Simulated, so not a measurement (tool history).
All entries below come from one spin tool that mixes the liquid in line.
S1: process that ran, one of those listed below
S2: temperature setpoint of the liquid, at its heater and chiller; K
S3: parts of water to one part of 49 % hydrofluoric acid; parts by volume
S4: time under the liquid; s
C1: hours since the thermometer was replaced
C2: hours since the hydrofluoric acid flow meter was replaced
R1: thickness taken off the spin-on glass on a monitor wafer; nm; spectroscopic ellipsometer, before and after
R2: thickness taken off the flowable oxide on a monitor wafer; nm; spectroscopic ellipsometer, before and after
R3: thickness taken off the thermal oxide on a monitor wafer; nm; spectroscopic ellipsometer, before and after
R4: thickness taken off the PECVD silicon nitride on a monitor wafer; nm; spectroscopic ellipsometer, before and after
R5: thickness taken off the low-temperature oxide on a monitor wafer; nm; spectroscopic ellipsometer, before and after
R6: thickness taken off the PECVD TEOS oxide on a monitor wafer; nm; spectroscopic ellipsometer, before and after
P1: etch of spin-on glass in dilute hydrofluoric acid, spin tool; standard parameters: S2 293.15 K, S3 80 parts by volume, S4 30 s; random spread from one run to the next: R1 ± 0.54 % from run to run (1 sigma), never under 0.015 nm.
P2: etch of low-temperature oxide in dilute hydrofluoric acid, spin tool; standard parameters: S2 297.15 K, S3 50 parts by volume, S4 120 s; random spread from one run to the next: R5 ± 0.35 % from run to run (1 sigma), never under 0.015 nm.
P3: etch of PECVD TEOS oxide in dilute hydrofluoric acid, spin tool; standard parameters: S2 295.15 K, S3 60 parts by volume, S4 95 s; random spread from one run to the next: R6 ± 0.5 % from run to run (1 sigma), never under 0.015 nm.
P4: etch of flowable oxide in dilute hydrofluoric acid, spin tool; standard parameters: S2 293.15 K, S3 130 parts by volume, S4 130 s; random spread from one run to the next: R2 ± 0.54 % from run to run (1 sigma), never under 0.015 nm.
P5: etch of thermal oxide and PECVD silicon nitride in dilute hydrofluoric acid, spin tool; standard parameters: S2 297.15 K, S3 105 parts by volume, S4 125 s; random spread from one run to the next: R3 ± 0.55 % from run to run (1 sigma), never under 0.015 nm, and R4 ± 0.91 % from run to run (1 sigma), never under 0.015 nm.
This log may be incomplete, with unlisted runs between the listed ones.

Run 1, hour 3.6: S1 P1, S2 293.15 K, S3 80 parts by volume, S4 30 s; C1 1587.6; C2 1329.2. Result: R1 10.712 nm.
Run 2, hour 8.1: S1 P4, S2 293.15 K, S3 195 parts by volume, S4 130 s; C1 1592.1; C2 1333.7. Result: R2 17.785 nm.
Run 3, hour 11.2: S1 P5, S2 297.15 K, S3 105 parts by volume, S4 225 s; C1 1595.2; C2 1336.8. Result: R3 10.032 nm, R4 4.4514 nm.
Run 4, hour 13.3: S1 P1, S2 290.15 K, S3 80 parts by volume, S4 30 s; C1 1597.3; C2 1338.9. Result: R1 9.4086 nm.
Run 5, hour 15.5: S1 P1, S2 300.65 K, S3 80 parts by volume, S4 30 s; C1 1599.5; C2 1341.1. Result: R1 14.432 nm.
Run 6, hour 17.8: S1 P4, S2 293.15 K, S3 130 parts by volume, S4 130 s; C1 1601.8; C2 1343.4. Result: R2 28.908 nm.
Run 7, hour 20.7: S1 P5, S2 297.15 K, S3 145 parts by volume, S4 125 s; C1 1604.7; C2 1346.3. Result: R3 3.8403 nm, R4 1.7799 nm.
Run 8, hour 24.5: S1 P1, S2 293.15 K, S3 80 parts by volume, S4 15 s; C1 1608.5; C2 1350.1. Result: R1 5.3432 nm.
Run 9, hour 26.9: S1 P2, S2 297.15 K, S3 50 parts by volume, S4 215 s; C1 1610.9; C2 1352.5. Result: R5 73.233 nm.
Run 10, hour 29.3: S1 P1, S2 293.15 K, S3 80 parts by volume, S4 30 s; C1 1613.3; C2 1354.9. Result: R1 10.613 nm.
Run 11, hour 34: S1 P5, S2 297.15 K, S3 105 parts by volume, S4 125 s; C1 1618; C2 1359.6. Result: R3 5.529 nm, R4 2.4898 nm.
Run 12, hour 38.6: S1 P4, S2 297.15 K, S3 130 parts by volume, S4 130 s; C1 1622.6; C2 1364.2. Result: R2 33.711 nm.
Run 13, hour 41.2: S1 P5, S2 291.15 K, S3 105 parts by volume, S4 125 s; C1 1625.2; C2 1366.8. Result: R3 4.3816 nm, R4 1.6852 nm.
Run 14, hour 45.8: S1 P2, S2 297.15 K, S3 20 parts by volume, S4 120 s; C1 1629.8; C2 1371.4. Result: R5 106.21 nm.
Run 15, hour 49.5: S1 P2, S2 297.15 K, S3 50 parts by volume, S4 120 s; C1 1633.5; C2 1375.1. Result: R5 40.903 nm.
Run 16, hour 52.6: S1 P1, S2 293.15 K, S3 20 parts by volume, S4 30 s; C1 1636.6; C2 1378.2. Result: R1 46.421 nm.
Run 17, hour 56.5: S1 P3, S2 300.15 K, S3 60 parts by volume, S4 95 s; C1 1640.5; C2 1382.1. Result: R6 37.067 nm.
Run 18, hour 60.8: S1 P1, S2 293.15 K, S3 80 parts by volume, S4 30 s; C1 1644.8; C2 1386.4. Result: R1 10.621 nm.
Run 19, hour 65.1: S1 P4, S2 293.15 K, S3 130 parts by volume, S4 130 s; C1 1649.1; C2 1390.7. Result: R2 28.947 nm.
Run 20, hour 68: S1 P2, S2 302.65 K, S3 50 parts by volume, S4 120 s; C1 1652; C2 1393.6. Result: R5 50.791 nm.
Run 21, hour 70: S1 P3, S2 295.15 K, S3 20 parts by volume, S4 95 s; C1 1654; C2 1395.6. Result: R6 94.534 nm.
Run 22, hour 74.4: S1 P1, S2 293.15 K, S3 145 parts by volume, S4 30 s; C1 1658.4; C2 1400. Result: R1 5.5352 nm.
Run 23, hour 77.9: S1 P1, S2 293.15 K, S3 80 parts by volume, S4 30 s; C1 1661.9; C2 1403.5. Result: R1 10.77 nm.
Run 24, hour 81.2: S1 P3, S2 295.15 K, S3 60 parts by volume, S4 95 s; C1 1665.2; C2 1406.8. Result: R6 30.075 nm.
At hour 82.1: thermometer replaced.
Run 25, hour 84.8: S1 P1, S2 293.15 K, S3 80 parts by volume, S4 55 s; C1 2.8; C2 1410.4. Result: R1 19.636 nm.
Run 26, hour 89.3: S1 P1, S2 293.15 K, S3 80 parts by volume, S4 30 s; C1 7.3; C2 1414.9. Result: R1 10.671 nm.
Run 27, hour 92.5: S1 P5, S2 297.15 K, S3 105 parts by volume, S4 125 s; C1 10.5; C2 1418.1. Result: R3 5.5761 nm, R4 2.4583 nm.
Run 28, hour 94.6: S1 P1, S2 293.15 K, S3 110 parts by volume, S4 15 s; C1 12.6; C2 1420.2. Result: R1 3.7946 nm.
Run 29, hour 98.6: S1 P3, S2 295.15 K, S3 60 parts by volume, S4 95 s; C1 16.6; C2 1424.2. Result: R6 30.14 nm.
Run 30, hour 101.5: S1 P3, S2 295.15 K, S3 60 parts by volume, S4 15 s; C1 19.5; C2 1427.1. Result: R6 4.7536 nm.
Run 31, hour 103.7: S1 P1, S2 293.15 K, S3 80 parts by volume, S4 30 s; C1 21.7; C2 1429.3. Result: R1 10.768 nm.
Run 32, hour 108.5: S1 P4, S2 293.15 K, S3 130 parts by volume, S4 205 s; C1 26.5; C2 1434.1. Result: R2 45.511 nm.
Run 33, hour 112.8: S1 P2, S2 297.15 K, S3 50 parts by volume, S4 120 s; C1 30.8; C2 1438.4. Result: R5 40.885 nm.
Run 34, hour 117.5: S1 P1, S2 293.15 K, S3 80 parts by volume, S4 30 s; C1 35.5; C2 1443.1. Result: R1 10.613 nm.
Run 35, hour 120.4: S1 P1, S2 293.15 K, S3 80 parts by volume, S4 30 s; C1 38.4; C2 1446. Result: R1 10.978 nm.
Run 36, hour 123.3: S1 P1, S2 293.15 K, S3 80 parts by volume, S4 30 s; C1 41.3; C2 1448.9. Result: R1 11.049 nm.
Run 37, hour 125.4: S1 P1, S2 293.15 K, S3 80 parts by volume, S4 30 s; C1 43.4; C2 1451. Result: R1 11.13 nm.

Run 38, settings as shown, results not yet in. Your forecast:
Run 38, hour 128.1: S1 P1, S2 293.15 K, S3 80 parts by volume, S4 30 s; C1 46.1; C2 1453.7. Result: R1 ?.

Run 38 came out at R1 11.313 nm.
